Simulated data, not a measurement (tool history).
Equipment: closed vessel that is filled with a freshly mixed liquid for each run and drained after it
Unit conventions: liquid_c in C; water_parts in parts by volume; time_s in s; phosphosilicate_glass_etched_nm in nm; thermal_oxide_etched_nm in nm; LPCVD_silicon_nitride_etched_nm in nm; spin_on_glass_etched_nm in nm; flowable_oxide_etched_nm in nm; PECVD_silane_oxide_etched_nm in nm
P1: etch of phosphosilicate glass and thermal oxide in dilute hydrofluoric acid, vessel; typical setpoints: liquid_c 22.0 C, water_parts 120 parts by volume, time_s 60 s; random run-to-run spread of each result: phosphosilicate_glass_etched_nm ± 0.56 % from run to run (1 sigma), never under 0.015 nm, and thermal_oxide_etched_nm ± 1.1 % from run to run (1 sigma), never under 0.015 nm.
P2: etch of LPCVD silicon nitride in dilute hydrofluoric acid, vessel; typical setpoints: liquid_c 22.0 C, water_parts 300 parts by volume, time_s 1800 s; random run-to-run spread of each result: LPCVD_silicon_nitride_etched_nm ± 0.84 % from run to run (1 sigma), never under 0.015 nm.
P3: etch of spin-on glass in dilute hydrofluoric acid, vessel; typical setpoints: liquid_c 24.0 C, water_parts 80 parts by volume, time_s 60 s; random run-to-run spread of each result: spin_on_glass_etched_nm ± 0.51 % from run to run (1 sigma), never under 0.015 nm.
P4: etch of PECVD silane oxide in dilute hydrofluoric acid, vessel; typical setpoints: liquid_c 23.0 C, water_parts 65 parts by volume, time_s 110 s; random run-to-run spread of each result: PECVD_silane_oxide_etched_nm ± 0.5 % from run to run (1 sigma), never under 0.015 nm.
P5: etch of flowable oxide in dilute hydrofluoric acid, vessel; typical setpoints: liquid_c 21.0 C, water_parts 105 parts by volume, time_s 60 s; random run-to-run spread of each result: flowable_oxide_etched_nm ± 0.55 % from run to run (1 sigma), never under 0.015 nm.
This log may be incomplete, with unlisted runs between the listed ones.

run,hour,process,liquid_c,water_parts,time_s,hours since the thermometer was replaced,hours since the hydrofluoric acid flow meter was replaced,phosphosilicate_glass_etched_nm,thermal_oxide_etched_nm,LPCVD_silicon_nitride_etched_nm,spin_on_glass_etched_nm,flowable_oxide_etched_nm,PECVD_silane_oxide_etched_nm
1,8.0,P1,22.0,120,60,1090.2,343.9,27.5940,2.1645,,,,
2,13.6,P1,22.0,120,60,1095.8,349.5,27.5480,2.1210,,,,
3,22.4,P2,22.0,480,1800,1104.6,358.3,,,1.8992,,,
4,31.0,P2,22.0,300,3600,1113.2,366.9,,,5.8510,,,
5,36.3,P1,22.0,120,60,1118.5,372.2,27.4540,2.1246,,,,
6,40.8,P3,24.0,80,60,1123.0,376.7,,,,35.969,,
7,45.9,P5,21.0,105,105,1128.1,381.8,,,,,49.468,
8,52.4,P1,18.5,120,60,1134.6,388.3,23.9050,1.8740,,,,
9,58.8,P2,22.0,300,1800,1141.0,394.7,,,2.9504,,,
10,64.2,P2,17.0,300,1800,1146.4,400.1,,,2.1270,,,
11,74.0,P5,17.0,105,60,1156.2,409.9,,,,,23.741,
12,80.7,P1,26.5,120,60,1162.9,416.6,32.5790,2.5593,,,,
13,88.8,P4,23.0,65,185,1171.0,424.7,,,,,,52.565
14,98.1,P5,21.0,155,60,1180.3,434.0,,,,,17.933,
15,106.8,P3,24.0,80,60,1189.0,442.7,,,,35.625,,
16,115.8,P1,22.0,120,60,1198.0,451.7,27.5350,2.1677,,,,
17,120.9,P5,21.0,105,60,1203.1,456.8,,,,,28.222,
18,128.1,P1,22.0,120,60,1210.3,464.0,27.5180,2.1553,,,,
19,134.8,P1,22.0,190,30,1217.0,470.7,8.0759,0.6258,,,,
20,144.6,P4,23.0,20,110,1226.8,480.5,,,,,,108.860
21,151.1,P3,24.0,45,60,1233.3,487.0,,,,66.865,,
22,155.6,P4,23.0,65,110,1237.8,491.5,,,,,,31.277
23,162.0,P4,23.0,65,110,1244.2,497.9,,,,,,31.630
24,167.2,P3,24.0,80,30,1249.4,503.1,,,,17.913,,
25,172.4,P1,22.0,120,60,1254.6,508.3,27.5450,2.1452,,,,
26,180.9,P1,22.0,120,35,1263.1,516.8,15.9170,1.3078,,,,
27,185.8,P1,22.0,220,60,1268.0,521.7,13.3950,1.0475,,,,
28,194.4,P3,28.0,80,60,1276.6,530.3,,,,42.159,,
29,200.9,P2,22.0,300,1800,1283.1,536.8,,,3.0299,,,
30,208.3,P1,22.0,60,60,1290.5,544.2,58.7460,4.5989,,,,
31,218.7,P1,22.0,120,120,1300.9,554.6,54.8060,4.2988,,,,
32,227.4,P1,29.0,185,60,1309.6,563.3,21.5040,1.6864,,,,
33,237.2,P5,21.0,105,60,1319.4,573.1,,,,,28.127,
34,246.2,P4,17.5,65,110,1328.4,582.1,,,,,,25.237

What does the tool deliver on the next run?
35,251.7,P1,22.0,120,60,1333.9,587.6,?,?,,,,

Run 35 produced phosphosilicate_glass_etched_nm 27.2780 nm, thermal_oxide_etched_nm 2.1415 nm.
